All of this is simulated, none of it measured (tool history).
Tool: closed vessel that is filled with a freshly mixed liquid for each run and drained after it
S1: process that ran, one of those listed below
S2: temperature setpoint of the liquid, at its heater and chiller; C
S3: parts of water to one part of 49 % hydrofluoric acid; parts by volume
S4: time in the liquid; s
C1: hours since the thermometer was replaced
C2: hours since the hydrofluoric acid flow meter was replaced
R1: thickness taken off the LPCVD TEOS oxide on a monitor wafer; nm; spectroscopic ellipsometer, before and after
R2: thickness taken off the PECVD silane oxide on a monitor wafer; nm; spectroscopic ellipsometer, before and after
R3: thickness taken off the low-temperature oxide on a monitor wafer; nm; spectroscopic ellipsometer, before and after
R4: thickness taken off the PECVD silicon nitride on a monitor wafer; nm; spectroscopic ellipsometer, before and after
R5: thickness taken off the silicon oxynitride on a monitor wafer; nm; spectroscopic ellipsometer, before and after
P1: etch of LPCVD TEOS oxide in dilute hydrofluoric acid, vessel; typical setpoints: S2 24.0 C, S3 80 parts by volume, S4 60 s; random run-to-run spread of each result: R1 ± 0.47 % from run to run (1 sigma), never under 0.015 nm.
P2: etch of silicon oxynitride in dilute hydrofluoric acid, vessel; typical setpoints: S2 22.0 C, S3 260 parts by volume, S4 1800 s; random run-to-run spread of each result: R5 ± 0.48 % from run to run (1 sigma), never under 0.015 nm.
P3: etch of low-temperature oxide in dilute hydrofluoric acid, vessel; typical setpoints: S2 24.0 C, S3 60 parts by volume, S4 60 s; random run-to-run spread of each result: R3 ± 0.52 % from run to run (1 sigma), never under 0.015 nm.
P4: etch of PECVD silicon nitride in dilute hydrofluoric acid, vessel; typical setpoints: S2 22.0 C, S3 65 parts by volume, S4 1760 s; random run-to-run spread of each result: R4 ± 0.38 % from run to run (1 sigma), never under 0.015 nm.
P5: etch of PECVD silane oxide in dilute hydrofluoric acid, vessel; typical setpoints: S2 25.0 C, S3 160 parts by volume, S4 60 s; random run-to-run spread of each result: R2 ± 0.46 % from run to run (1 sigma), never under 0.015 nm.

| run | hour | S1 | S2 | S3 | S4 | C1 | C2 | R1 | R2 | R3 | R4 | R5 |
|---|---|---|---|---|---|---|---|---|---|---|---|---|
| 1 | 7.2 | P1 | 24.0 | 80 | 60 | 1237.4 | 659.0 | 29.771 |  |  |  |  |
| 2 | 17.9 | P5 | 25.0 | 30 | 60 | 1248.1 | 669.7 |  | 71.1990 |  |  |  |
| 3 | 23.6 | P3 | 24.0 | 60 | 60 | 1253.8 | 675.4 |  |  | 37.105 |  |  |
| 4 | 31.8 | P1 | 24.0 | 80 | 60 | 1262.0 | 683.6 | 29.837 |  |  |  |  |
| 5 | 41.1 | P1 | 31.5 | 80 | 60 | 1271.3 | 692.9 | 39.837 |  |  |  |  |
| 6 | 48.9 | P3 | 24.0 | 60 | 60 | 1279.1 | 700.7 |  |  | 37.400 |  |  |
| 7 | 55.8 | P3 | 18.0 | 60 | 60 | 1286.0 | 707.6 |  |  | 29.113 |  |  |
| 8 | 65.5 | P1 | 24.0 | 110 | 60 | 1295.7 | 717.3 | 20.995 |  |  |  |  |
| 9 | 72.3 | P4 | 22.0 | 65 | 3125 | 1302.5 | 724.1 |  |  |  | 97.692 |  |
| 10 | 82.6 | P1 | 24.0 | 80 | 60 | 1312.8 | 734.4 | 29.786 |  |  |  |  |
| 11 | 91.5 | P1 | 24.0 | 40 | 60 | 1321.7 | 743.3 | 62.826 |  |  |  |  |
| 12 | 98.7 | P2 | 22.0 | 260 | 1800 | 1328.9 | 750.5 |  |  |  |  | 10.1160 |
| 13 | 105.8 | P2 | 22.0 | 260 | 1800 | 1336.0 | 757.6 |  |  |  |  | 10.1880 |
| 14 | 117.2 | P2 | 22.0 | 260 | 3310 | 1347.4 | 769.0 |  |  |  |  | 18.7810 |
| 15 | 126.3 | P5 | 25.0 | 160 | 30 | 1356.5 | 778.1 |  | 5.6865 |  |  |  |
| 16 | 132.7 | P5 | 25.0 | 160 | 60 | 1362.9 | 784.5 |  | 11.3700 |  |  |  |
| 17 | 144.8 | P1 | 24.0 | 80 | 60 | 1375.0 | 796.6 | 29.580 |  |  |  |  |
| 18 | 152.5 | P1 | 24.0 | 80 | 60 | 1382.7 | 804.3 | 29.973 |  |  |  |  |
| 19 | 158.4 | P1 | 27.5 | 120 | 60 | 1388.6 | 810.2 | 21.777 |  |  |  |  |
| 20 | 167.7 | P5 | 33.0 | 160 | 60 | 1397.9 | 819.5 |  | 15.0990 |  |  |  |
| 21 | 173.4 | P1 | 17.0 | 80 | 60 | 1403.6 | 825.2 | 22.260 |  |  |  |  |
| 22 | 185.2 | P2 | 29.5 | 260 | 1800 | 1415.4 | 837.0 |  |  |  |  | 13.9590 |
| 23 | 197.1 | P1 | 24.0 | 80 | 105 | 1427.3 | 848.9 | 52.171 |  |  |  |  |
| 24 | 207.6 | P4 | 22.0 | 65 | 1760 | 1437.8 | 859.4 |  |  |  | 55.245 |  |
| 25 | 215.5 | P4 | 22.0 | 35 | 1760 | 1445.7 | 867.3 |  |  |  | 100.650 |  |
| 26 | 225.0 | P2 | 22.0 | 405 | 1800 | 1455.2 | 876.8 |  |  |  |  | 5.9459 |
| 27 | 235.0 | P1 | 24.0 | 80 | 30 | 1465.2 | 886.8 | 14.866 |  |  |  |  |
| 28 | 244.9 | P4 | 17.0 | 65 | 1760 | 1475.1 | 896.7 |  |  |  | 38.922 |  |
| 29 | 257.4 | P3 | 24.0 | 60 | 30 | 1487.6 | 909.2 |  |  | 18.639 |  |  |
| 30 | 266.4 | P3 | 24.0 | 20 | 60 | 1496.6 | 918.2 |  |  | 118.240 |  |  |
| 31 | 273.8 | P1 | 24.0 | 80 | 60 | 1504.0 | 925.6 | 29.680 |  |  |  |  |
| 32 | 281.0 | P1 | 24.0 | 80 | 60 | 1511.2 | 932.8 | 28.813 |  |  |  |  |
| 33 | 287.5 | P1 | 24.0 | 80 | 60 | 1517.7 | 939.3 | 28.280 |  |  |  |  |
| 34 | 293.1 | P1 | 24.0 | 80 | 60 | 1523.3 | 944.9 | 27.963 |  |  |  |  |
| 35 | 301.5 | P1 | 24.0 | 80 | 60 | 1531.7 | 953.3 | 27.554 |  |  |  |  |
| 36 | 311.3 | P1 | 24.0 | 80 | 60 | 1541.5 | 963.1 | 27.326 |  |  |  |  |
| 37 | 322.4 | P1 | 24.0 | 80 | 60 | 1552.6 | 974.2 | 27.483 |  |  |  |  |
| 38 | 332.2 | P1 | 24.0 | 80 | 60 | 1562.4 | 984.0 | 27.224 |  |  |  |  |
| 39 | 342.2 | P1 | 24.0 | 80 | 60 | 1572.4 | 994.0 | 27.123 |  |  |  |  |

P1 no longer gives what it gave before; its output has crept away from where it was. The following 2 causes, each at its listed size, fit the log equally well:
A: liquid colder than its thermometer reads (K) = 2.22
B: hydrofluoric acid flow below the setpoint (%) = 7.8
The creep began at about hour 273.8.

Listed below are the offered check runs, one wafer per run, with question marks in place of results. For which of them would the causes give clearly different outcomes?
| check 1 | 352.2 | P5 | 29.5 | 35 | 60 |  |  |  | ? |  |  |  |
| check 2 | 352.2 | P2 | 29.0 | 260 | 1800 |  |  |  |  |  |  | ? |
| check 3 | 352.2 | P4 | 17.0 | 65 | 1760 |  |  |  |  |  | ? |  |
| check 4 | 352.2 | P3 | 19.5 | 60 | 30 |  |  |  |  | ? |  |  |

How each check would come out, cause by cause:
| check | result | if A | if B |
|---|---|---|---|
| check 1 | R2 | 66.3090 | 66.5560 |
| check 2 | R5 | 12.5390 | 12.4500 |
| check 3 | R4 | 33.316 | 36.070 |
| check 4 | R3 | 14.045 | 14.153 |
Gap, in per cent, between the two causes that each check separates least, read from the result that separates them most: check 1 0.37 %; check 2 0.71 %; check 3 7.94 %; check 4 0.77 %
Check 3 tells the causes apart: in the others they would give nearly the same result.

Here is what check 3 returned: R4 33.232 nm. Which cause is it?

Of the candidate causes, it is A: liquid colder than its thermometer reads (K).
